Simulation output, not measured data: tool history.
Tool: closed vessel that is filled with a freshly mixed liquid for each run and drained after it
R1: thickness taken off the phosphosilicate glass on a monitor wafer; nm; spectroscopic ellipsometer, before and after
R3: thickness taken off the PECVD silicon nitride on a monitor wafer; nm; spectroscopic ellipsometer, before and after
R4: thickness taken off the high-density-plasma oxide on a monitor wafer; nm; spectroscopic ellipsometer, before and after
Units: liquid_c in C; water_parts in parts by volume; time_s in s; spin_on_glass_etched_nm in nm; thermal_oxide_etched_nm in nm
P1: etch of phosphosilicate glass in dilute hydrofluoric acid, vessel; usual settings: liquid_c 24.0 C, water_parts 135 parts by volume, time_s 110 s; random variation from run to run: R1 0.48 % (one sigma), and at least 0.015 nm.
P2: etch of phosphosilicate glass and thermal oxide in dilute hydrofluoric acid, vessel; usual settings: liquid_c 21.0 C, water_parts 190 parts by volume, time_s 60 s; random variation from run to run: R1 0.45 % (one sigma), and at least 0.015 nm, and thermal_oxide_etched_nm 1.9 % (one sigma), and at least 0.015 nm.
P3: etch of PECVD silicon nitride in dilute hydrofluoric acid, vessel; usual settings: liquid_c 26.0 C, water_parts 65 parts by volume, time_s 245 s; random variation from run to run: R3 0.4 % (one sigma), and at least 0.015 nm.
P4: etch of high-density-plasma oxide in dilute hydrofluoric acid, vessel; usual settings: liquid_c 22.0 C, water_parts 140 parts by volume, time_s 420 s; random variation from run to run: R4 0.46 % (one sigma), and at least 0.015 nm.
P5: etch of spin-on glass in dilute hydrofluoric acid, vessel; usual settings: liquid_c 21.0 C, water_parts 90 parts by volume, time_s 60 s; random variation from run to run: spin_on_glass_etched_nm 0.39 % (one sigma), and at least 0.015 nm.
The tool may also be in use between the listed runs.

Run 1, day 0.204: process P1, liquid_c 24.0 C, water_parts 135 parts by volume, time_s 110 s. Result: R1 45.9140 nm.
Run 2, day 0.342: process P1, liquid_c 24.0 C, water_parts 205 parts by volume, time_s 30 s. Result: R1 7.6897 nm.
Run 3, day 0.517: process P1, liquid_c 24.0 C, water_parts 135 parts by volume, time_s 110 s. Result: R1 46.2100 nm.
Run 4, day 0.717: process P1, liquid_c 17.0 C, water_parts 135 parts by volume, time_s 110 s. Result: R1 34.7590 nm.
Run 5, day 0.938: process P1, liquid_c 24.0 C, water_parts 135 parts by volume, time_s 110 s. Result: R1 45.7730 nm.
Run 6, day 1.071: process P1, liquid_c 28.0 C, water_parts 135 parts by volume, time_s 155 s. Result: R1 76.1800 nm.
Run 7, day 1.200: process P1, liquid_c 24.0 C, water_parts 135 parts by volume, time_s 30 s. Result: R1 12.6140 nm.
Run 8, day 1.304: process P5, liquid_c 21.0 C, water_parts 90 parts by volume, time_s 60 s. Result: spin_on_glass_etched_nm 21.622 nm.
Run 9, day 1.438: process P3, liquid_c 21.0 C, water_parts 65 parts by volume, time_s 245 s. Result: R3 10.6510 nm.
Run 10, day 1.558: process P1, liquid_c 24.0 C, water_parts 135 parts by volume, time_s 110 s. Result: R1 46.1770 nm.
Run 11, day 1.754: process P4, liquid_c 22.0 C, water_parts 140 parts by volume, time_s 420 s. Result: R4 17.895 nm.
Run 12, day 1.938: process P5, liquid_c 21.0 C, water_parts 30 parts by volume, time_s 60 s. Result: spin_on_glass_etched_nm 69.244 nm.
Run 13, day 2.108: process P1, liquid_c 24.0 C, water_parts 135 parts by volume, time_s 110 s. Result: R1 46.2930 nm.
Run 14, day 2.325: process P2, liquid_c 17.0 C, water_parts 190 parts by volume, time_s 60 s. Result: R1 32.2660 nm, thermal_oxide_etched_nm 0.98387 nm.
Run 15, day 2.450: process P2, liquid_c 21.0 C, water_parts 50 parts by volume, time_s 60 s. Result: R1 169.2500 nm, thermal_oxide_etched_nm 5.33100 nm.
Run 16, day 2.583: process P3, liquid_c 26.0 C, water_parts 65 parts by volume, time_s 395 s. Result: R3 24.2440 nm.
Run 17, day 2.800: process P5, liquid_c 21.0 C, water_parts 90 parts by volume, time_s 60 s. Result: spin_on_glass_etched_nm 21.486 nm.
Run 18, day 2.900: process P5, liquid_c 25.5 C, water_parts 90 parts by volume, time_s 60 s. Result: spin_on_glass_etched_nm 25.811 nm.
Run 19, day 3.083: process P1, liquid_c 24.0 C, water_parts 235 parts by volume, time_s 110 s. Result: R1 23.6700 nm.
Run 20, day 3.188: process P1, liquid_c 24.0 C, water_parts 135 parts by volume, time_s 110 s. Result: R1 46.4770 nm.
Run 21, day 3.367: process P1, liquid_c 24.0 C, water_parts 135 parts by volume, time_s 110 s. Result: R1 46.2110 nm.
Run 22, day 3.538: process P4, liquid_c 18.5 C, water_parts 140 parts by volume, time_s 420 s. Result: R4 15.456 nm.
Run 23, day 3.708: process P3, liquid_c 26.0 C, water_parts 65 parts by volume, time_s 245 s. Result: R3 15.0490 nm.
Run 24, day 3.825: process P1, liquid_c 24.0 C, water_parts 135 parts by volume, time_s 195 s. Result: R1 81.4680 nm.
Run 25, day 3.992: process P5, liquid_c 21.0 C, water_parts 90 parts by volume, time_s 30 s. Result: spin_on_glass_etched_nm 10.775 nm.
Run 26, day 4.192: process P4, liquid_c 22.0 C, water_parts 80 parts by volume, time_s 420 s. Result: R4 33.380 nm.
Run 27, day 4.308: process P3, liquid_c 26.0 C, water_parts 110 parts by volume, time_s 245 s. Result: R3 8.8875 nm.
Run 28, day 4.508: process P1, liquid_c 24.0 C, water_parts 70 parts by volume, time_s 110 s. Result: R1 96.0330 nm.
Run 29, day 4.717: process P1, liquid_c 32.0 C, water_parts 135 parts by volume, time_s 110 s. Result: R1 61.8310 nm.
Run 30, day 4.825: process P2, liquid_c 21.0 C, water_parts 190 parts by volume, time_s 60 s. Result: R1 38.0680 nm, thermal_oxide_etched_nm 1.18240 nm.

The next listed run, before its measurement:
Run 31, day 5.038: process P2, liquid_c 21.0 C, water_parts 190 parts by volume, time_s 30 s. Result: R1 ?, thermal_oxide_etched_nm ?.

Run 31 gave R1 18.8750 nm, thermal_oxide_etched_nm 0.62206 nm.
